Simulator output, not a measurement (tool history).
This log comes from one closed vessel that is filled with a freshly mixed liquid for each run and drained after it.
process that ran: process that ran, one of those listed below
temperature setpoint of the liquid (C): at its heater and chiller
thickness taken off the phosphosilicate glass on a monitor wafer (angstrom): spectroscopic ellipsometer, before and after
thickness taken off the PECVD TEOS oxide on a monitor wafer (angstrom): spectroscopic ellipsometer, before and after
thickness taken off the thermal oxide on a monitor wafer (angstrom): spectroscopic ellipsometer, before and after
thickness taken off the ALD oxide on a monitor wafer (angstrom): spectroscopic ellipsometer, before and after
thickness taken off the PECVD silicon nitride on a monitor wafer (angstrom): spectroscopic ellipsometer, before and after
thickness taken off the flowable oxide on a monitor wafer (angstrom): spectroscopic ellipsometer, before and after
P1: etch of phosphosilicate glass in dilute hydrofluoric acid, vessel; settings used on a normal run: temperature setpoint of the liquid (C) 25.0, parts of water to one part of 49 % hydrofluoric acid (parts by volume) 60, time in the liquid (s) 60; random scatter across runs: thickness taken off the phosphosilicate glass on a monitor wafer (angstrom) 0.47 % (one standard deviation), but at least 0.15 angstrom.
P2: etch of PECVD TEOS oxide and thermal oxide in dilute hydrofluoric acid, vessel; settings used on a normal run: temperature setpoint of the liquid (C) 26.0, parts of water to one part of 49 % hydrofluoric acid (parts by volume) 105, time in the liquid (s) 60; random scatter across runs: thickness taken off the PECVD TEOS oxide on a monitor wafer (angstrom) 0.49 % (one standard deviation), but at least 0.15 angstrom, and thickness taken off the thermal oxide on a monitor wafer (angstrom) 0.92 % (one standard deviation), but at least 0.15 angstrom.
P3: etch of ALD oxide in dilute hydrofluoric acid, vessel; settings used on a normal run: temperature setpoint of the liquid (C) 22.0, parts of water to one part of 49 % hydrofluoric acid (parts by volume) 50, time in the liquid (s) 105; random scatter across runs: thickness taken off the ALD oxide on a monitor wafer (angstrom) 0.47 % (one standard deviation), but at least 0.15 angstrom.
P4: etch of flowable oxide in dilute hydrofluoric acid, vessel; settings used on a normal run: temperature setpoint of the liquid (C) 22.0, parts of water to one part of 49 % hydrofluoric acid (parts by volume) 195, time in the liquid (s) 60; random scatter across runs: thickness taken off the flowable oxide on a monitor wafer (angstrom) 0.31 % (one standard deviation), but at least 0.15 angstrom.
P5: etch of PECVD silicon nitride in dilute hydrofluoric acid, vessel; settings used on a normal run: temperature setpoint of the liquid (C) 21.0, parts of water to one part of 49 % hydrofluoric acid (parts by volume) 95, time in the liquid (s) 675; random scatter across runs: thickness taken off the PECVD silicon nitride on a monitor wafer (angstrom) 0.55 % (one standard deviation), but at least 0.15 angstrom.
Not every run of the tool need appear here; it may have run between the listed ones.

| run | hour | process that ran | temperature setpoint of the liquid (C) | parts of water to one part of 49 % hydrofluoric acid (parts by volume) | time in the liquid (s) | hours since the thermometer was replaced | hours since the hydrofluoric acid flow meter was replaced | thickness taken off the phosphosilicate glass on a monitor wafer (angstrom) | thickness taken off the PECVD TEOS oxide on a monitor wafer (angstrom) | thickness taken off the thermal oxide on a monitor wafer (angstrom) | thickness taken off the ALD oxide on a monitor wafer (angstrom) | thickness taken off the PECVD silicon nitride on a monitor wafer (angstrom) | thickness taken off the flowable oxide on a monitor wafer (angstrom) |
|---|---|---|---|---|---|---|---|---|---|---|---|---|---|
| 1 | 9.8 | P1 | 25.0 | 60 | 60 | 616.7 | 1027.8 | 1331.80 |  |  |  |  |  |
| 2 | 20.1 | P1 | 25.0 | 60 | 60 | 627.0 | 1038.1 | 1325.20 |  |  |  |  |  |
| 3 | 32.4 | P2 | 26.0 | 105 | 30 | 639.3 | 1050.4 |  | 28.468 | 13.772 |  |  |  |
| 4 | 47.6 | P1 | 25.0 | 60 | 60 | 654.5 | 1065.6 | 1322.60 |  |  |  |  |  |
| 5 | 55.5 | P3 | 22.0 | 50 | 105 | 662.4 | 1073.5 |  |  |  | 375.98 |  |  |
| 6 | 63.2 | P1 | 18.5 | 80 | 60 | 670.1 | 1081.2 | 743.08 |  |  |  |  |  |
| 7 | 74.2 | P2 | 26.0 | 105 | 60 | 681.1 | 1092.2 |  | 56.661 | 27.308 |  |  |  |
| 8 | 84.6 | P5 | 21.0 | 95 | 675 | 691.5 | 1102.6 |  |  |  |  | 286.96 |  |
| 9 | 96.2 | P4 | 22.0 | 195 | 30 | 703.1 | 1114.2 |  |  |  |  |  | 32.961 |
| 10 | 107.6 | P2 | 26.0 | 65 | 60 | 714.5 | 1125.6 |  | 96.349 | 47.270 |  |  |  |
| 11 | 117.4 | P1 | 25.0 | 30 | 60 | 724.3 | 1135.4 | 2783.50 |  |  |  |  |  |
| 12 | 125.7 | P3 | 17.0 | 50 | 105 | 732.6 | 1143.7 |  |  |  | 306.26 |  |  |
| 13 | 139.2 | P4 | 22.0 | 110 | 60 | 746.1 | 1157.2 |  |  |  |  |  | 127.490 |
| 14 | 150.0 | P1 | 25.0 | 40 | 105 | 756.9 | 1168.0 | 3590.20 |  |  |  |  |  |
| 15 | 160.3 | P5 | 27.0 | 95 | 675 | 767.2 | 1178.3 |  |  |  |  | 426.30 |  |
| 16 | 170.7 | P5 | 21.0 | 150 | 675 | 777.6 | 1188.7 |  |  |  |  | 181.69 |  |
| 17 | 182.7 | P1 | 25.0 | 60 | 120 | 789.6 | 1200.7 | 2669.20 |  |  |  |  |  |
| 18 | 190.3 | P4 | 17.0 | 195 | 60 | 797.2 | 1208.3 |  |  |  |  |  | 54.229 |
| 19 | 197.8 | P1 | 19.0 | 60 | 60 | 804.7 | 1215.8 | 1040.00 |  |  |  |  |  |
| 20 | 208.6 | P1 | 28.5 | 60 | 60 | 815.5 | 1226.6 | 1526.90 |  |  |  |  |  |
| 21 | 224.3 | P1 | 25.0 | 60 | 60 | 831.2 | 1242.3 | 1327.00 |  |  |  |  |  |

Forecast run 22:
| 22 | 235.1 | P1 | 25.0 | 60 | 60 | 842.0 | 1253.1 | ? |  |  |  |  |  |

Run 22 yielded thickness taken off the phosphosilicate glass on a monitor wafer (angstrom) 1329.80.

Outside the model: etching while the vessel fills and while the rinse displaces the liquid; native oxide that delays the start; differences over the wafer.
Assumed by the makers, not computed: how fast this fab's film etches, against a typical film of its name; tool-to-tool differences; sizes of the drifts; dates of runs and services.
